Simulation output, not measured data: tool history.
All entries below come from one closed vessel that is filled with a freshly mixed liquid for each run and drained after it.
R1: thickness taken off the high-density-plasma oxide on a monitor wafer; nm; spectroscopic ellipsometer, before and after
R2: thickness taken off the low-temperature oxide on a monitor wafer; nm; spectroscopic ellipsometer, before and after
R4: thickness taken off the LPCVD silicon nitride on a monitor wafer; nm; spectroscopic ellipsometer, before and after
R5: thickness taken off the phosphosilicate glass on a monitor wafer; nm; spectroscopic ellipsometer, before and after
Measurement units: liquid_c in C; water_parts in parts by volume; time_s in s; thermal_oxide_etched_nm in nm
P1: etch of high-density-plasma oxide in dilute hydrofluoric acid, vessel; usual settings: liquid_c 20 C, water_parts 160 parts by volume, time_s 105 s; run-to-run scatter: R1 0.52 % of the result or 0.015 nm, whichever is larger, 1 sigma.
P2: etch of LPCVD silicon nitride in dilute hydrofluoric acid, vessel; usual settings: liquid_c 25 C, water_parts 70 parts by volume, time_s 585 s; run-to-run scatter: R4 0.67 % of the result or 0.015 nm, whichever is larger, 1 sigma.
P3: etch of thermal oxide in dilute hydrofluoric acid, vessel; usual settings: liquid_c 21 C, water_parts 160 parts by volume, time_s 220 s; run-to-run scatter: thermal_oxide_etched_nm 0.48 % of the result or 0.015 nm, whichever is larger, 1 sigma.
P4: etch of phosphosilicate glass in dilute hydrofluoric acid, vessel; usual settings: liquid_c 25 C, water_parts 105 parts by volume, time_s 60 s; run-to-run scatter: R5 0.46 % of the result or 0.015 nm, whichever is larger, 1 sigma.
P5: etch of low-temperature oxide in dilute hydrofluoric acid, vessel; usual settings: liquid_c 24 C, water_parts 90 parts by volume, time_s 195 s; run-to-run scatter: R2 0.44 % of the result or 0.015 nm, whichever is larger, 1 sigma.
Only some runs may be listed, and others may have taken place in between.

Run 1, hour 4.9: process P1, liquid_c 20 C, water_parts 160 parts by volume, time_s 105 s. Result: R1 4.1171 nm.
Run 2, hour 8.9: process P5, liquid_c 32 C, water_parts 90 parts by volume, time_s 195 s. Result: R2 52.352 nm.
Run 3, hour 11.6: process P1, liquid_c 20 C, water_parts 245 parts by volume, time_s 105 s. Result: R1 2.5044 nm.
Run 4, hour 15.2: process P3, liquid_c 21 C, water_parts 160 parts by volume, time_s 220 s. Result: thermal_oxide_etched_nm 5.4386 nm.
Run 5, hour 18.9: process P1, liquid_c 20 C, water_parts 160 parts by volume, time_s 215 s. Result: R1 8.4839 nm.
Run 6, hour 22.4: process P2, liquid_c 25 C, water_parts 120 parts by volume, time_s 585 s. Result: R4 2.5588 nm.
Run 7, hour 26.6: process P3, liquid_c 21 C, water_parts 160 parts by volume, time_s 220 s. Result: thermal_oxide_etched_nm 5.4352 nm.
Run 8, hour 30.8: process P2, liquid_c 25 C, water_parts 70 parts by volume, time_s 1050 s. Result: R4 7.8542 nm.
Run 9, hour 34.5: process P1, liquid_c 20 C, water_parts 160 parts by volume, time_s 30 s. Result: R1 1.1991 nm.
Run 10, hour 38.5: process P3, liquid_c 17 C, water_parts 160 parts by volume, time_s 220 s. Result: thermal_oxide_etched_nm 4.6095 nm.
Run 11, hour 43.3: process P4, liquid_c 25 C, water_parts 45 parts by volume, time_s 60 s. Result: R5 119.55 nm.
Run 12, hour 45.9: process P1, liquid_c 20 C, water_parts 160 parts by volume, time_s 105 s. Result: R1 4.1559 nm.
Run 13, hour 49.2: process P1, liquid_c 20 C, water_parts 65 parts by volume, time_s 30 s. Result: R1 3.2191 nm.
Run 14, hour 53: process P5, liquid_c 24 C, water_parts 90 parts by volume, time_s 195 s. Result: R2 38.187 nm.
Run 15, hour 57.6: process P4, liquid_c 25 C, water_parts 105 parts by volume, time_s 60 s. Result: R5 46.932 nm.
Run 16, hour 62.4: process P4, liquid_c 25 C, water_parts 105 parts by volume, time_s 30 s. Result: R5 23.691 nm.
Run 17, hour 66.4: process P4, liquid_c 29.5 C, water_parts 105 parts by volume, time_s 60 s. Result: R5 55.727 nm.
Run 18, hour 68.7: process P2, liquid_c 25 C, water_parts 70 parts by volume, time_s 585 s. Result: R4 4.3607 nm.
Run 19, hour 73.2: process P1, liquid_c 20 C, water_parts 160 parts by volume, time_s 105 s. Result: R1 4.1411 nm.
Run 20, hour 76.5: process P1, liquid_c 20 C, water_parts 35 parts by volume, time_s 105 s. Result: R1 21.687 nm.
Run 21, hour 79.5: process P3, liquid_c 21 C, water_parts 235 parts by volume, time_s 220 s. Result: thermal_oxide_etched_nm 3.4362 nm.
Run 22, hour 82.6: process P1, liquid_c 25 C, water_parts 160 parts by volume, time_s 105 s. Result: R1 4.9804 nm.
Run 23, hour 87: process P1, liquid_c 20 C, water_parts 160 parts by volume, time_s 105 s. Result: R1 4.0785 nm.
Run 24, hour 90.3: process P5, liquid_c 24 C, water_parts 90 parts by volume, time_s 370 s. Result: R2 73.022 nm.
At hour 94.2: hydrofluoric acid flow meter replaced.
Run 25, hour 94.5: process P5, liquid_c 24 C, water_parts 150 parts by volume, time_s 195 s. Result: R2 21.386 nm.
Run 26, hour 98.5: process P1, liquid_c 17 C, water_parts 160 parts by volume, time_s 105 s. Result: R1 3.6584 nm.
Run 27, hour 103.5: process P2, liquid_c 25 C, water_parts 70 parts by volume, time_s 585 s. Result: R4 4.3345 nm.
Run 28, hour 106.4: process P2, liquid_c 29.5 C, water_parts 70 parts by volume, time_s 585 s. Result: R4 5.9316 nm.
Run 29, hour 109.4: process P4, liquid_c 25 C, water_parts 105 parts by volume, time_s 60 s. Result: R5 47.002 nm.
Run 30, hour 112: process P1, liquid_c 20 C, water_parts 160 parts by volume, time_s 105 s. Result: R1 4.1429 nm.
Run 31, hour 115.3: process P3, liquid_c 21 C, water_parts 160 parts by volume, time_s 395 s. Result: thermal_oxide_etched_nm 9.7623 nm.
Run 32, hour 118.3: process P1, liquid_c 20 C, water_parts 160 parts by volume, time_s 105 s. Result: R1 4.0569 nm.
Run 33, hour 122.3: process P1, liquid_c 20 C, water_parts 160 parts by volume, time_s 105 s. Result: R1 4.272 nm.
Run 34, hour 125: process P1, liquid_c 20 C, water_parts 160 parts by volume, time_s 105 s. Result: R1 4.2966 nm.
Run 35, hour 129.2: process P1, liquid_c 20 C, water_parts 160 parts by volume, time_s 105 s. Result: R1 4.3892 nm.
Run 36, hour 131.9: process P1, liquid_c 20 C, water_parts 160 parts by volume, time_s 105 s. Result: R1 4.3818 nm.
Run 37, hour 135.8: process P1, liquid_c 20 C, water_parts 160 parts by volume, time_s 105 s. Result: R1 4.4213 nm.
Run 38, hour 138.3: process P1, liquid_c 20 C, water_parts 160 parts by volume, time_s 105 s. Result: R1 4.442 nm.
Run 39, hour 140.7: process P1, liquid_c 20 C, water_parts 160 parts by volume, time_s 105 s. Result: R1 4.399 nm.
Run 40, hour 145.1: process P1, liquid_c 20 C, water_parts 160 parts by volume, time_s 105 s. Result: R1 4.46 nm.

P1 has crept away from where it was. The log is fitted equally well by each of these 2 causes, at the sizes shown:
A: hydrofluoric acid flow above the setpoint (%) = 6.49
B: liquid hotter than its thermometer reads (K) = 1.87
The gradual shift began around hour 118.3.

Listed below are the offered check runs, one wafer per run, with question marks in place of results. For which of them would the causes give clearly different outcomes?
Run check 1, hour 149.5: process P3, liquid_c 21 C, water_parts 160 parts by volume, time_s 220 s. Result: thermal_oxide_etched_nm ?.
Run check 2, hour 149.5: process P2, liquid_c 25 C, water_parts 70 parts by volume, time_s 585 s. Result: R4 ?.
Run check 3, hour 149.5: process P5, liquid_c 24 C, water_parts 90 parts by volume, time_s 195 s. Result: R2 ?.
Run check 4, hour 149.5: process P4, liquid_c 25 C, water_parts 105 parts by volume, time_s 60 s. Result: R5 ?.

Expected result of each check under each candidate cause:
  check                   result    if A    if B
check 1  thermal_oxide_etched_nm  5.8393  5.8354
check 2                       R4  4.6566  4.9496
check 3                       R2  41.096  41.269
check 4                       R5  50.704  50.785
Gap, in per cent, between the two causes that each check separates least, read from the result that separates them most: check 1 0.07 %; check 2 6.1 %; check 3 0.42 %; check 4 0.16 %
Only check 2 tells the causes apart: in the others they would give nearly the same result.

Here is what check 2 returned: R4 4.5959 nm. Which cause is it?

A is the cause: hydrofluoric acid flow above the setpoint (%).
